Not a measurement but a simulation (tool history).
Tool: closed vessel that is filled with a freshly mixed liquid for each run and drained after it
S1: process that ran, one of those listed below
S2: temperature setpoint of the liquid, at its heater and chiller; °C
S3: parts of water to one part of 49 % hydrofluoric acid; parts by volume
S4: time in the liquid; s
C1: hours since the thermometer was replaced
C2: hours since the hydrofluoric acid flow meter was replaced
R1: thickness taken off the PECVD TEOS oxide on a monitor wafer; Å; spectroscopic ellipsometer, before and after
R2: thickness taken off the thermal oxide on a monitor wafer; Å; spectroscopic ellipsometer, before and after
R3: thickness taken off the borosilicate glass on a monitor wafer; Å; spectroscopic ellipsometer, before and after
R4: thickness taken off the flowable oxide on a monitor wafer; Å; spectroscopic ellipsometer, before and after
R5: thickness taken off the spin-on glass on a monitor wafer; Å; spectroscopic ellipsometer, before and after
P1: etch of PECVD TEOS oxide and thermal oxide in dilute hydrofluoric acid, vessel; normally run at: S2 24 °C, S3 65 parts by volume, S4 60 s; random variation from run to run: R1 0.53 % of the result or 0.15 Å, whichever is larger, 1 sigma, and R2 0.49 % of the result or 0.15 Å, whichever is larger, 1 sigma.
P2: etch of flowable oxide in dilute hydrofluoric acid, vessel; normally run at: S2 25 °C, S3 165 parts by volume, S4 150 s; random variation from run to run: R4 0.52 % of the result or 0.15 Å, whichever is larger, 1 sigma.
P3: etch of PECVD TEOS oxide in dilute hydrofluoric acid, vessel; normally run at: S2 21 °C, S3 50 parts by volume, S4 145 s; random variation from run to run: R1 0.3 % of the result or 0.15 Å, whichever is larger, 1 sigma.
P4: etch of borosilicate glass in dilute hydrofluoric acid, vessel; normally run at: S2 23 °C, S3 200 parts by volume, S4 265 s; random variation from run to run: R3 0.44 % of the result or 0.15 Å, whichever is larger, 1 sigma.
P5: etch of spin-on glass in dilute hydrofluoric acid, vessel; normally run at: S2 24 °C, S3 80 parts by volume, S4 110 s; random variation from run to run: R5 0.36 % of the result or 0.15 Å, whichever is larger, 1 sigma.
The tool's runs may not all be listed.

run     day  S1    S2   S3   S4      C1     C2      R1      R2      R3      R4      R5
  1   0.283  P1    24   65   60   861.7  662.5  133.86  47.319
  2   0.542  P4    23  200  265   867.9  668.7                  376.41
  3   0.758  P3    21   50  145   873.1  673.9  274.88
  4   0.929  P1    24   65   60   877.2    678  134.71  47.458
  5   1.271  P1    24   65   60   885.4  686.2  134.12  47.135
  6   1.542  P2    33  165  150   891.9  692.7                          383.98
  7   1.725  P1    24   65   60   896.3  697.1  133.66    47.5
  8   2.017  P1    24   40   30   903.3  704.1  111.47  40.179
  9   2.296  P4    23  360  265     910  710.8                  178.56
 10   2.625  P5    24   80  215   917.9  718.7                                  1004.9
 11   2.896  P1    24   65  110   924.4  725.2  244.63  87.559
 12   3.179  P5    24   80  110   931.2    732                                  515.48
 13   3.433  P3    26   50  145   937.3  738.1  337.18
 14   3.658  P1    24   35   60   942.7  743.5  258.25  92.486
 15   3.842  P3    21   50  230   947.1  747.9  434.05
 16   4.117  P4    23  200  100   953.7  754.5                  140.43
 17   4.325  P5    24  140  110   958.7  759.5                                  274.22
 18   4.521  P2    25  165  150   963.4  764.2                          285.79
 19   4.738  P3    21   75  145   968.6  769.4  178.11
 20   4.917  P2    25  165  150   972.9  773.7                          288.35
 21   5.142  P1  27.5   65   60   978.3  779.1  154.28  54.842
 22   5.425  P1    20   65   60   985.1  785.9  113.14  40.174
 23   5.738  P1    31   65  100   992.6  793.4  294.62   104.1
 24   6.038  P2    25  165  270   999.8  800.6                          517.49
 25   6.192  P1  20.5   95   60  1003.5  804.3  76.525  27.433
 26   6.408  P5    24   80  110  1008.7  809.5                                   514.6
 27     6.7  P1    24   95   60  1015.7  816.5  88.375  31.168
 28   7.038  P1    24   65   60  1023.8  824.6  133.44  47.315
 29   7.188  P1    24   65   30  1027.4  828.2  66.646  23.741
 30     7.4  P4    17  200  265  1032.5  833.3                  295.44
 31   7.612  P3    21   50  145  1037.6  838.4  275.31
 32   7.833  P5    17   80  110  1042.9  843.7                                  384.34
 33   8.067  P2    25   35  150  1048.5  849.3                            1597
 34   8.333  P1    24   65   60  1054.9  855.7  134.01  47.591
 35   8.617  P1    24   65   60  1061.7  862.5  133.52  47.778
 36   8.879  P1    24   65   60    1068  868.8  138.79  49.468
 37   9.058  P1    24   65   60  1072.3  873.1  140.69  50.191
 38   9.379  P1    24   65   60    1080  880.8  142.41  50.996
 39   9.617  P1    24   65   60  1085.7  886.5  144.83  51.781
 40   9.767  P1    24   65   60  1089.3  890.1  144.86  51.776
 41  10.075  P1    24   65   60  1096.7  897.5  146.57  51.913
 42  10.246  P1    24   65   60  1100.8  901.6  146.23  52.314
 43  10.558  P1    24   65   60  1108.3  909.1  147.67  51.944
 44  10.754  P1    24   65   60    1113  913.8  146.47  52.606
 45  11.042  P1    24   65   60  1119.9  920.7  147.79  52.441

What P1 gives has crept away from where it was. These 2 causes fit the log equally well, each at the size given:
A: hydrofluoric acid flow above the setpoint (%) = 9.09
B: liquid hotter than its thermometer reads (K) = 2.34
The creep began at about day 8.617.

4 check runs are offered, one wafer each, their results left as question marks. Which one tells the causes apart?
check 1  11.329  P4  23  355  165                   ?
check 2  11.329  P5  17   80  205                           ?
check 3  11.329  P3  21   50  195           ?
check 4  11.329  P2  25  100  150                       ?

What each check would give under each cause:
  check  result    if A    if B
check 1      R3  126.58  122.15
check 2      R5  788.27  791.96
check 3      R1  404.65  406.87
check 4      R4  566.14   562.4
How far apart the two closest causes lie, in the result that separates them most: check 1 3.56 %; check 2 0.47 %; check 3 0.55 %; check 4 0.66 %
Only check 1 tells the causes apart: in the others they would give nearly the same result.

Then check 1 was run and gave: R3 127.14 Å. Which cause is it?

It is A: hydrofluoric acid flow above the setpoint (%).
